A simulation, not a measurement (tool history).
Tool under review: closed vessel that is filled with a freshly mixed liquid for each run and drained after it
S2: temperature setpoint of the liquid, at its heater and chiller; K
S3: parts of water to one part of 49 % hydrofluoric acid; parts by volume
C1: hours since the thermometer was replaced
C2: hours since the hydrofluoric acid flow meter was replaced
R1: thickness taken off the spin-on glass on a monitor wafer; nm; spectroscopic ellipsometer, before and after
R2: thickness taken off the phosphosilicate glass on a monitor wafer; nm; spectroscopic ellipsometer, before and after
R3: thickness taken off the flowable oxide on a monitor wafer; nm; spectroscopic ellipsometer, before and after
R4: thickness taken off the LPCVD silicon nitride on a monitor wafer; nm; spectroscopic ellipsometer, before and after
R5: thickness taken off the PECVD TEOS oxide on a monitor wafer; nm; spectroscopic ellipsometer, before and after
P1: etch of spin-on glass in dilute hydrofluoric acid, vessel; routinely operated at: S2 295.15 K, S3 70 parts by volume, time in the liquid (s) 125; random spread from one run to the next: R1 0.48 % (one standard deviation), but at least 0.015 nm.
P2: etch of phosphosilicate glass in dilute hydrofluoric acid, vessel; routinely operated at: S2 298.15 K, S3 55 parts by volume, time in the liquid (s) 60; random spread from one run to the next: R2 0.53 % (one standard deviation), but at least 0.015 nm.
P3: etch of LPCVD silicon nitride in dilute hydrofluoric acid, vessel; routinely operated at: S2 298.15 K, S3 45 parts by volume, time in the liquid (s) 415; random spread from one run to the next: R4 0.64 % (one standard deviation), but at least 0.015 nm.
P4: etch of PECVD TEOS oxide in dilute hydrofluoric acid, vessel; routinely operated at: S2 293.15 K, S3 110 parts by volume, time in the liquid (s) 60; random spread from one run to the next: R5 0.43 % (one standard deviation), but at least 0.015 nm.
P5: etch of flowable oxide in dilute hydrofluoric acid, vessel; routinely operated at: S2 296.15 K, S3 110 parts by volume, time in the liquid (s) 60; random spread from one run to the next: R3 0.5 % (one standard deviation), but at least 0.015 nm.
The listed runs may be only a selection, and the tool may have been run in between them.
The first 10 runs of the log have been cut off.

run 11 day=2.888 | process_that_ran=P5 S2=300.65 S3=110 time_in_the_liquid_(s)=60 | C1=386.3 C2=588.3 | R3=18.614
run 12 day=3.2 | process_that_ran=P5 S2=296.15 S3=110 time_in_the_liquid_(s)=30 | C1=393.8 C2=595.8 | R3=7.8464
run 13 day=3.521 | process_that_ran=P2 S2=298.15 S3=100 time_in_the_liquid_(s)=60 | C1=401.5 C2=603.5 | R2=74.844
run 14 day=3.829 | process_that_ran=P1 S2=295.15 S3=70 time_in_the_liquid_(s)=125 | C1=408.9 C2=610.9 | R1=50.395
run 15 day=4.162 | process_that_ran=P3 S2=298.15 S3=45 time_in_the_liquid_(s)=415 | C1=416.9 C2=618.9 | R4=4.7488
run 16 day=4.467 | process_that_ran=P1 S2=295.15 S3=115 time_in_the_liquid_(s)=125 | C1=424.2 C2=626.2 | R1=28.964
run 17 day=4.825 | process_that_ran=P1 S2=295.15 S3=70 time_in_the_liquid_(s)=60 | C1=432.8 C2=634.8 | R1=24.035
run 18 day=5.071 | process_that_ran=P4 S2=293.15 S3=110 time_in_the_liquid_(s)=60 | C1=438.7 C2=640.7 | R5=8.5351
run 19 day=5.367 | process_that_ran=P5 S2=296.15 S3=110 time_in_the_liquid_(s)=60 | C1=445.8 C2=647.8 | R3=15.642
run 20 day=5.633 | process_that_ran=P1 S2=295.15 S3=70 time_in_the_liquid_(s)=245 | C1=452.2 C2=654.2 | R1=98.466
run 21 day=5.821 | process_that_ran=P3 S2=298.15 S3=45 time_in_the_liquid_(s)=715 | C1=456.7 C2=658.7 | R4=8.2591
run 22 day=6.029 | process_that_ran=P4 S2=293.15 S3=110 time_in_the_liquid_(s)=60 | C1=461.7 C2=663.7 | R5=8.5242
run 23 day=6.204 | process_that_ran=P1 S2=295.15 S3=70 time_in_the_liquid_(s)=125 | C1=465.9 C2=667.9 | R1=50.225
run 24 day=6.488 | process_that_ran=P1 S2=299.15 S3=105 time_in_the_liquid_(s)=125 | C1=472.7 C2=674.7 | R1=37.254
run 25 day=6.825 | process_that_ran=P2 S2=298.15 S3=55 time_in_the_liquid_(s)=115 | C1=480.8 C2=682.8 | R2=273.93
run 26 day=7.183 | process_that_ran=P1 S2=295.15 S3=125 time_in_the_liquid_(s)=185 | C1=489.4 C2=691.4 | R1=39.001
run 27 day=7.533 | process_that_ran=P5 S2=296.15 S3=110 time_in_the_liquid_(s)=60 | C1=497.8 C2=699.8 | R3=15.723
run 28 day=7.771 | process_that_ran=P3 S2=298.15 S3=45 time_in_the_liquid_(s)=415 | C1=503.5 C2=705.5 | R4=4.7328
-- day=8.008 thermometer replaced
run 29 day=8.033 | process_that_ran=P4 S2=293.15 S3=110 time_in_the_liquid_(s)=115 | C1=0.7 C2=711.8 | R5=16.416
run 30 day=8.254 | process_that_ran=P1 S2=295.15 S3=25 time_in_the_liquid_(s)=125 | C1=6 C2=717.1 | R1=147.39
run 31 day=8.467 | process_that_ran=P1 S2=295.15 S3=70 time_in_the_liquid_(s)=125 | C1=11.1 C2=722.2 | R1=50.143
run 32 day=8.796 | process_that_ran=P1 S2=290.15 S3=70 time_in_the_liquid_(s)=125 | C1=19 C2=730.1 | R1=40.651

Estimate the outcome of run 33 from the log above:
run 33 day=9.033 | process_that_ran=P4 S2=293.15 S3=20 time_in_the_liquid_(s)=60 | C1=24.7 C2=735.8 | R5=?

R5: 52.24 nm
